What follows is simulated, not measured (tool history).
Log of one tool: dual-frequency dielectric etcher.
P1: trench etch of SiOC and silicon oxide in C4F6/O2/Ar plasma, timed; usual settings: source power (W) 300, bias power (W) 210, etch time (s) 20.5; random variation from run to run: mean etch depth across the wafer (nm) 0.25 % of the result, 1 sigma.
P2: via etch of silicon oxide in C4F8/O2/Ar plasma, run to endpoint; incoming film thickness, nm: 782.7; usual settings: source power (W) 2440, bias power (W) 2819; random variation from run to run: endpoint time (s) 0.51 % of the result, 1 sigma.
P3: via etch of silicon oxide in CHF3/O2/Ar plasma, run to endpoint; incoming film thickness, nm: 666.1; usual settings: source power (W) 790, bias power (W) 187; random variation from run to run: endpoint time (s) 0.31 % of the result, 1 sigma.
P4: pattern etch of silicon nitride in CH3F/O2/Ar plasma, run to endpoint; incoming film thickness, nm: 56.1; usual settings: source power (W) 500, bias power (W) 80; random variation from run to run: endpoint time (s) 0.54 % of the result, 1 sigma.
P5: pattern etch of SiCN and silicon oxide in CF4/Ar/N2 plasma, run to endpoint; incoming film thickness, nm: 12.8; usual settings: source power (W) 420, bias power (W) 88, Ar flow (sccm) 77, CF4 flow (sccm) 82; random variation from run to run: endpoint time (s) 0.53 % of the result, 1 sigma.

| run | hour | process that ran | source power (W) | bias power (W) | etch time (s) | Ar flow (sccm) | CF4 flow (sccm) | hours since the last wet clean | hours since the last source power generator calibration | hours since the last bias power generator calibration | mean etch depth across the wafer (nm) | endpoint time (s) |
|---|---|---|---|---|---|---|---|---|---|---|---|---|
| 1 | 12.1 | P1 | 300 | 210 | 20.5 |  |  | 84.7 | 1274.0 | 274.0 | 38.053 |  |
| 2 | 27.8 | P3 | 790 | 249 |  |  |  | 100.4 | 1289.7 | 289.7 |  | 264.460 |
| 3 | 45.6 | P2 | 2440 | 2819 |  |  |  | 118.2 | 1307.5 | 307.5 |  | 127.110 |
| 4 | 58.9 | P1 | 300 | 210 | 16.0 |  |  | 131.5 | 1320.8 | 320.8 | 29.687 |  |
| 5 | 67.5 | P1 | 300 | 210 | 20.5 |  |  | 140.1 | 1329.4 | 329.4 | 37.929 |  |
| 6 | 78.1 | P1 | 300 | 140 | 20.5 |  |  | 150.7 | 1340.0 | 340.0 | 33.346 |  |
| 7 | 90.3 | P1 | 240 | 210 | 20.5 |  |  | 162.9 | 1352.2 | 352.2 | 34.961 |  |
| 8 | 108.2 | P3 | 790 | 187 |  |  |  | 180.8 | 1370.1 | 370.1 |  | 292.120 |
| 9 | 118.9 | P1 | 300 | 210 | 20.5 |  |  | 191.5 | 1380.8 | 380.8 | 37.971 |  |
| 10 | 131.2 | P5 | 500 | 88 |  | 77 | 82 | 203.8 | 1393.1 | 393.1 |  | 12.292 |
| 11 | 147.2 | P1 | 300 | 278 | 20.5 |  |  | 219.8 | 1409.1 | 409.1 | 41.769 |  |
| 12 | 160.2 | P5 | 420 | 88 |  | 46 | 82 | 232.8 | 1422.1 | 422.1 |  | 13.460 |
| 13 | 174.7 | P4 | 500 | 80 |  |  |  | 247.3 | 1436.6 | 436.6 |  | 71.336 |
| 14 | 191.6 | P4 | 500 | 53 |  |  |  | 264.2 | 1453.5 | 453.5 |  | 81.604 |
| 15 | 206.3 | P1 | 300 | 210 | 20.5 |  |  | 278.9 | 1468.2 | 468.2 | 37.923 |  |
| 16 | 220.1 | P5 | 420 | 88 |  | 77 | 82 | 292.7 | 1482.0 | 482.0 |  | 14.231 |
| 17 | 236.0 | P1 | 300 | 210 | 20.5 |  |  | 308.6 | 1497.9 | 497.9 | 37.927 |  |
| 18 | 246.4 | P3 | 790 | 187 |  |  |  | 319.0 | 1508.3 | 508.3 |  | 293.840 |
| 19 | 261.5 | P5 | 420 | 121 |  | 77 | 82 | 334.1 | 1523.4 | 523.4 |  | 12.648 |
| 20 | 279.3 | P4 | 700 | 80 |  |  |  | 351.9 | 1541.2 | 541.2 |  | 62.382 |
| 21 | 294.3 | P1 | 300 | 210 | 29.0 |  |  | 366.9 | 1556.2 | 556.2 | 53.746 |  |
| 22 | 304.4 | P2 | 2440 | 1781 |  |  |  | 377.0 | 1566.3 | 566.3 |  | 144.430 |
| 23 | 322.5 | P3 | 490 | 187 |  |  |  | 395.1 | 1584.4 | 584.4 |  | 352.230 |
| 24 | 331.5 | P1 | 410 | 210 | 20.5 |  |  | 404.1 | 1593.4 | 593.4 | 42.972 |  |
| 25 | 339.9 | P4 | 500 | 80 |  |  |  | 412.5 | 1601.8 | 601.8 |  | 70.815 |
| 26 | 355.8 | P5 | 420 | 88 |  | 77 | 59 | 428.4 | 1617.7 | 617.7 |  | 14.838 |
| 27 | 364.3 | P1 | 300 | 158 | 26.0 |  |  | 436.9 | 1626.2 | 626.2 | 43.883 |  |
| 28 | 381.7 | P2 | 1480 | 2819 |  |  |  | 454.3 | 1643.6 | 643.6 |  | 155.390 |
| 29 | 390.4 | P1 | 300 | 210 | 20.5 |  |  | 463.0 | 1652.3 | 652.3 | 38.065 |  |
| 30 | 406.6 | P1 | 300 | 210 | 20.5 |  |  | 479.2 | 1668.5 | 668.5 | 37.706 |  |
| 31 | 423.0 | P1 | 300 | 210 | 20.5 |  |  | 495.6 | 1684.9 | 684.9 | 37.638 |  |
| 32 | 435.3 | P1 | 300 | 210 | 20.5 |  |  | 507.9 | 1697.2 | 697.2 | 37.482 |  |
| 33 | 443.4 | P1 | 300 | 210 | 20.5 |  |  | 516.0 | 1705.3 | 705.3 | 37.515 |  |

Forecast run 34:
| 34 | 452.6 | P1 | 300 | 210 | 20.5 |  |  | 525.2 | 1714.5 | 714.5 | ? |  |

Run 34 gave mean etch depth across the wafer (nm) 37.410.
